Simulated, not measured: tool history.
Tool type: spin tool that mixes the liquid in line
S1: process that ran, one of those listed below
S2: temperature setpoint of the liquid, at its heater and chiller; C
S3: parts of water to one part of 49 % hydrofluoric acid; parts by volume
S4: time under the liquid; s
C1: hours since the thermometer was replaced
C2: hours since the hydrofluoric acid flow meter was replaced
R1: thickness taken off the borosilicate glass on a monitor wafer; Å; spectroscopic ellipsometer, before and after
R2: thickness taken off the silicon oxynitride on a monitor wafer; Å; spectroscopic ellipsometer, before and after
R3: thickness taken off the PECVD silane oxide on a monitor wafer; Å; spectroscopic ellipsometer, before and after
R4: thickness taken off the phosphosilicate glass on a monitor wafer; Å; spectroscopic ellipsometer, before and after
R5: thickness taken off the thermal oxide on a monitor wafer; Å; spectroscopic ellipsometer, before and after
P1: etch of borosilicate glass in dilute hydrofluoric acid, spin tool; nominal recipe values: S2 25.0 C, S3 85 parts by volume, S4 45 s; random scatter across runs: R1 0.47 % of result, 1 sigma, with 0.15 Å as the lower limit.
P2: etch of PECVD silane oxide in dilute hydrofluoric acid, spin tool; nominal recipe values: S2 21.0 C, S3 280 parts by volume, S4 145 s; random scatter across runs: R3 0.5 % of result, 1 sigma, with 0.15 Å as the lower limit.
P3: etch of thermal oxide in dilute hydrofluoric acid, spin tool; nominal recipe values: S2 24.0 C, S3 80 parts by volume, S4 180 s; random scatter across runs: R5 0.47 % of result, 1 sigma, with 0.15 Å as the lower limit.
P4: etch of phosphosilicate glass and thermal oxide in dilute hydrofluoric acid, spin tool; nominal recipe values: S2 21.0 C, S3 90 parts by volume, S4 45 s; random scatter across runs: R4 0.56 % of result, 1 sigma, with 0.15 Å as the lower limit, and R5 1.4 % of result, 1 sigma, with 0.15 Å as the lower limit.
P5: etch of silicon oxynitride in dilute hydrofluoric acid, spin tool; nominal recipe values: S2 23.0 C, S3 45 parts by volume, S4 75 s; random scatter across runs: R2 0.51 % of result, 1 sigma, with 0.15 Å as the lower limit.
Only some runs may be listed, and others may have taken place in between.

run 1 hour=7.6 | S1=P1 S2=25.0 S3=85 S4=45 | C1=1738.5 C2=670.1 | R1=192.720
run 2 hour=19.7 | S1=P5 S2=23.0 S3=45 S4=75 | C1=1750.6 C2=682.2 | R2=54.735
run 3 hour=29.5 | S1=P1 S2=21.0 S3=85 S4=45 | C1=1760.4 C2=692.0 | R1=164.210
run 4 hour=37.8 | S1=P2 S2=27.0 S3=280 S4=145 | C1=1768.7 C2=700.3 | R3=205.220
run 5 hour=43.9 | S1=P5 S2=23.0 S3=45 S4=75 | C1=1774.8 C2=706.4 | R2=53.931
run 6 hour=53.6 | S1=P1 S2=25.0 S3=30 S4=45 | C1=1784.5 C2=716.1 | R1=588.680
run 7 hour=59.9 | S1=P4 S2=21.0 S3=90 S4=15 | C1=1790.8 C2=722.4 | R4=126.46 R5=7.1947
run 8 hour=70.1 | S1=P2 S2=21.0 S3=280 S4=15 | C1=1801.0 C2=732.6 | R3=17.068
run 9 hour=76.2 | S1=P1 S2=25.0 S3=85 S4=20 | C1=1807.1 C2=738.7 | R1=86.413
run 10 hour=88.9 | S1=P1 S2=31.0 S3=60 S4=45 | C1=1819.8 C2=751.4 | R1=357.210
run 11 hour=97.5 | S1=P3 S2=24.0 S3=80 S4=180 | C1=1828.4 C2=760.0 | R5=105.4600
run 12 hour=109.9 | S1=P1 S2=25.0 S3=85 S4=45 | C1=1840.8 C2=772.4 | R1=192.030
run 13 hour=118.1 | S1=P1 S2=18.5 S3=85 S4=75 | C1=1849.0 C2=780.6 | R1=246.750
run 14 hour=125.8 | S1=P1 S2=25.0 S3=85 S4=45 | C1=1856.7 C2=788.3 | R1=191.580
run 15 hour=134.2 | S1=P3 S2=24.0 S3=80 S4=300 | C1=1865.1 C2=796.7 | R5=175.7800
run 16 hour=141.5 | S1=P4 S2=21.0 S3=90 S4=45 | C1=1872.4 C2=804.0 | R4=379.59 R5=20.7150
run 17 hour=151.4 | S1=P1 S2=25.0 S3=85 S4=80 | C1=1882.3 C2=813.9 | R1=342.400
run 18 hour=160.7 | S1=P1 S2=25.0 S3=125 S4=45 | C1=1891.6 C2=823.2 | R1=123.410
run 19 hour=167.1 | S1=P1 S2=29.5 S3=85 S4=45 | C1=1898.0 C2=829.6 | R1=229.430
run 20 hour=180.2 | S1=P1 S2=29.0 S3=145 S4=45 | C1=1911.1 C2=842.7 | R1=122.950
run 21 hour=189.6 | S1=P4 S2=21.0 S3=55 S4=45 | C1=1920.5 C2=852.1 | R4=641.86 R5=35.2170
run 22 hour=200.4 | S1=P4 S2=17.0 S3=90 S4=45 | C1=1931.3 C2=862.9 | R4=318.45 R5=17.8490
run 23 hour=210.2 | S1=P2 S2=21.0 S3=280 S4=145 | C1=1941.1 C2=872.7 | R3=165.790
run 24 hour=217.4 | S1=P3 S2=28.5 S3=80 S4=180 | C1=1948.3 C2=879.9 | R5=125.8500
run 25 hour=225.1 | S1=P5 S2=23.0 S3=45 S4=15 | C1=1956.0 C2=887.6 | R2=10.698
run 26 hour=236.8 | S1=P3 S2=24.0 S3=130 S4=180 | C1=1967.7 C2=899.3 | R5=60.6350
run 27 hour=248.5 | S1=P1 S2=25.0 S3=85 S4=45 | C1=1979.4 C2=911.0 | R1=192.060
run 28 hour=261.3 | S1=P1 S2=25.0 S3=85 S4=45 | C1=1992.2 C2=923.8 | R1=191.120
run 29 hour=269.3 | S1=P5 S2=17.0 S3=45 S4=75 | C1=2000.2 C2=931.8 | R2=40.428
run 30 hour=276.2 | S1=P4 S2=21.0 S3=90 S4=45 | C1=2007.1 C2=938.7 | R4=375.05 R5=20.8040
run 31 hour=289.2 | S1=P5 S2=23.0 S3=20 S4=75 | C1=2020.1 C2=951.7 | R2=125.320
run 32 hour=295.8 | S1=P2 S2=21.0 S3=80 S4=145 | C1=2026.7 C2=958.3 | R3=710.750
run 33 hour=303.2 | S1=P1 S2=25.0 S3=85 S4=45 | C1=2034.1 C2=965.7 | R1=191.770
run 34 hour=314.0 | S1=P1 S2=25.0 S3=85 S4=45 | C1=2044.9 C2=976.5 | R1=200.970
run 35 hour=326.9 | S1=P1 S2=25.0 S3=85 S4=45 | C1=2057.8 C2=989.4 | R1=206.320
run 36 hour=333.4 | S1=P1 S2=25.0 S3=85 S4=45 | C1=2064.3 C2=995.9 | R1=208.050
run 37 hour=340.7 | S1=P1 S2=25.0 S3=85 S4=45 | C1=2071.6 C2=1003.2 | R1=209.150
run 38 hour=346.6 | S1=P1 S2=25.0 S3=85 S4=45 | C1=2077.5 C2=1009.1 | R1=208.820
run 39 hour=355.1 | S1=P1 S2=25.0 S3=85 S4=45 | C1=2086.0 C2=1017.6 | R1=208.670
run 40 hour=362.4 | S1=P1 S2=25.0 S3=85 S4=45 | C1=2093.3 C2=1024.9 | R1=210.600
run 41 hour=371.4 | S1=P1 S2=25.0 S3=85 S4=45 | C1=2102.3 C2=1033.9 | R1=210.350
run 42 hour=380.8 | S1=P1 S2=25.0 S3=85 S4=45 | C1=2111.7 C2=1043.3 | R1=210.230
run 43 hour=390.3 | S1=P1 S2=25.0 S3=85 S4=45 | C1=2121.2 C2=1052.8 | R1=211.510

Something has made what P1 gives creep away from where it was; the 2 causes below, each at its own stated size, fit the log equally well:
A: hydrofluoric acid flow above the setpoint (%) = 8.68
B: liquid hotter than its thermometer reads (K) = 2.35
Onset of the creep was near hour 303.2.

Below are 4 check runs, each on a single wafer, with their results shown as question marks. Which of them would tell the listed causes apart, meaning the causes would give clearly different results under it?
run check 1 hour=399.8 | S1=P5 S2=17.0 S3=20 S4=75 | R2=?
run check 2 hour=399.8 | S1=P3 S2=24.0 S3=105 S4=180 | R5=?
run check 3 hour=399.8 | S1=P4 S2=21.0 S3=60 S4=15 | R4=? R5=?
run check 4 hour=399.8 | S1=P2 S2=21.0 S3=105 S4=20 | R3=?

Outcome of each check run for each possible cause:
check=check_1 result=R2 if_A=99.282 if_B=103.220
check=check_2 result=R5 if_A=85.3820 if_B=85.2280
check=check_3 result=R4 if_A=213.55 if_B=215.34
check=check_3 result=R5 if_A=11.9100 if_B=12.0100
check=check_4 result=R3 if_A=80.002 if_B=80.119
Per check, the gap between the least separated pair of causes, taken in the result that splits them most: check 1 3.89 %; check 2 0.18 %; check 3 0.83 %; check 4 0.15 %
Check 1 distinguishes between the causes, while the remaining checks would return nearly the same result for all of them.

Here is what check 1 returned: R2 99.383 Å. Which cause is it?

A is the cause: hydrofluoric acid flow above the setpoint (%).

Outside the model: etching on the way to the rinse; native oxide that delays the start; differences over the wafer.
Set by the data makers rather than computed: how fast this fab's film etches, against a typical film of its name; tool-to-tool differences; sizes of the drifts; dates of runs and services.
